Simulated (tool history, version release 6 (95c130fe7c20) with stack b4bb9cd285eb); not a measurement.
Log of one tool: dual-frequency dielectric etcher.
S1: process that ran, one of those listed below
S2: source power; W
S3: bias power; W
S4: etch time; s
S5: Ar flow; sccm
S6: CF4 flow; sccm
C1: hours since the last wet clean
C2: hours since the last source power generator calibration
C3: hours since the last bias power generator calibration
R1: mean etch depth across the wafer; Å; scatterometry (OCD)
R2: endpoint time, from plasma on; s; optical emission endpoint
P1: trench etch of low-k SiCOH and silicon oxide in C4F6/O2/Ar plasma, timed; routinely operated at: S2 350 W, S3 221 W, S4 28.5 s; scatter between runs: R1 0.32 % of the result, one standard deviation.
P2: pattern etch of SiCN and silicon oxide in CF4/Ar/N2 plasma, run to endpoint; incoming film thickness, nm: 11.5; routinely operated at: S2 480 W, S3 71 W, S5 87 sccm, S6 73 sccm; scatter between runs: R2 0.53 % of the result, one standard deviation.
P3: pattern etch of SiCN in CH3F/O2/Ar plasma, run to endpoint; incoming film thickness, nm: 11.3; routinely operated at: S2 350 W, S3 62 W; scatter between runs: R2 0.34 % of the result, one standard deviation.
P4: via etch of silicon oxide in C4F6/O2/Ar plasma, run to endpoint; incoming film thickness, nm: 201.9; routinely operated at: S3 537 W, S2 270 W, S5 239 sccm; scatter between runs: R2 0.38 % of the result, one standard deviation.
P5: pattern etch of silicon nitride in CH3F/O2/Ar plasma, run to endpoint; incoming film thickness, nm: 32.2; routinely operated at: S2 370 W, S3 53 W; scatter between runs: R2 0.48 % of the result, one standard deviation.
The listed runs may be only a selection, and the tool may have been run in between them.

run	hour	S1	S2	S3	S4	S5	S6	C1	C2	C3	R1	R2
1	6.2	P1	350	221	28.5			94.3	2520.6	1140.3	909.45	
2	15.9	P5	510	53				104.0	2530.3	1150.0		47.105
3	26.7	P1	350	221	21.5			114.8	2541.1	1160.8	687.93	
# hour 32.0: wet clean of the chamber
4	34.4	P1	350	221	28.5			2.5	2548.8	1168.5	905.32	
5	39.9	P4	270	537		239		8.0	2554.3	1174.0		47.220
6	48.3	P2	480	71		87	96	16.4	2562.7	1182.4		11.756
7	55.3	P2	480	71		87	73	23.4	2569.7	1189.4		12.271
8	62.4	P4	170	537		239		30.5	2576.8	1196.5		55.962
9	69.5	P1	430	221	28.5			37.6	2583.9	1203.6	985.25	
10	78.3	P1	410	221	21.0			46.4	2592.7	1212.4	714.04	
11	86.6	P2	480	71		52	73	54.7	2601.0	1220.7		11.469
12	93.8	P1	250	221	28.5			61.9	2608.2	1227.9	802.87	
13	99.5	P1	350	221	28.5			67.6	2613.9	1233.6	911.14	
14	105.8	P1	350	221	40.0			73.9	2620.2	1239.9	1278.10	
15	111.0	P5	370	53				79.1	2625.4	1245.1		53.931
# hour 117.1: bias power generator calibrated
16	121.8	P3	460	62				89.9	2636.2	4.7		30.758
17	127.1	P3	350	62				95.2	2641.5	10.0		34.234
18	134.8	P2	480	91		87	73	102.9	2649.2	17.7		11.342
19	140.6	P2	580	71		87	73	108.7	2655.0	23.5		10.390
20	151.3	P3	350	75				119.4	2665.7	34.2		32.083
21	159.5	P1	350	171	28.5			127.6	2673.9	42.4	840.97	
22	168.9	P1	350	221	28.5			137.0	2683.3	51.8	919.30	
23	178.5	P1	350	221	28.5			146.6	2692.9	61.4	917.02	
24	189.5	P4	270	537		333		157.6	2703.9	72.4		49.122
25	194.5	P1	350	275	28.5			162.6	2708.9	77.4	985.26	
26	200.4	P1	350	221	28.5			168.5	2714.8	83.3	904.90	
27	209.2	P4	270	344		239		177.3	2723.6	92.1		55.916
28	214.1	P1	480	221	38.0			182.2	2728.5	97.0	1374.70	
29	224.6	P5	370	34				192.7	2739.0	107.5		61.070
30	230.2	P1	350	221	28.5			198.3	2744.6	113.1	915.24	
31	238.0	P1	350	221	28.5			206.1	2752.4	120.9	911.61	
32	244.8	P1	350	221	28.5			212.9	2759.2	127.7	910.21	
33	255.4	P1	350	221	28.5			223.5	2769.8	138.3	906.32	
34	261.4	P1	350	221	28.5			229.5	2775.8	144.3	901.58	
35	272.0	P1	350	221	28.5			240.1	2786.4	154.9	904.35	
36	280.0	P1	350	221	28.5			248.1	2794.4	162.9	893.84	
37	290.0	P1	350	221	28.5			258.1	2804.4	172.9	899.65	
# hour 290.9: wet clean of the chamber
38	300.6	P1	350	221	28.5			9.7	2815.0	183.5	897.59	
39	307.3	P1	350	221	28.5			16.4	2821.7	190.2	898.55	
40	316.1	P1	350	221	28.5			25.2	2830.5	199.0	896.35	
41	322.8	P1	350	221	28.5			31.9	2837.2	205.7	901.12	

The log shows P1 creeping away from where it was. Any of the 2 causes listed here, at the size stated for it, fits the log just as well as the others:
A: bias power that arrives under what is set, % = 4.73
B: source power that arrives under what is set, % = 4.1
Onset of the creep was near hour 238.0.
What rules out each remaining cause:
chamber walls in a state that lowers the etch rate, %: maintenance at hour 290.9, after the shift began, did not return the process to its former output

Consider the 4 check runs below, whose results appear as question marks and each of which averages 5 wafers. Which one distinguishes the causes, in that each cause would give it a clearly different result?
check 1	329.5	P4	270	361		330						?
check 2	329.5	P5	370	41								?
check 3	329.5	P2	480	89		87	92					?
check 4	329.5	P3	430	62								?

How each check would come out, cause by cause:
check	result	if A	if B
check 1	R2	58.096	57.980
check 2	R2	58.557	58.685
check 3	R2	11.265	11.504
check 4	R2	32.227	32.213
Per-check spread between the two closest causes, in the result where they differ most: check 1 0.2 %; check 2 0.22 %; check 3 2.1 %; check 4 0.04 %
Check 3 distinguishes between the causes, while the remaining checks would return nearly the same result for all of them.

Check 3 has now been run. It gave: R2 11.500 s. Which of the candidate causes is it?

The correct cause is B, namely: source power that arrives under what is set, %.
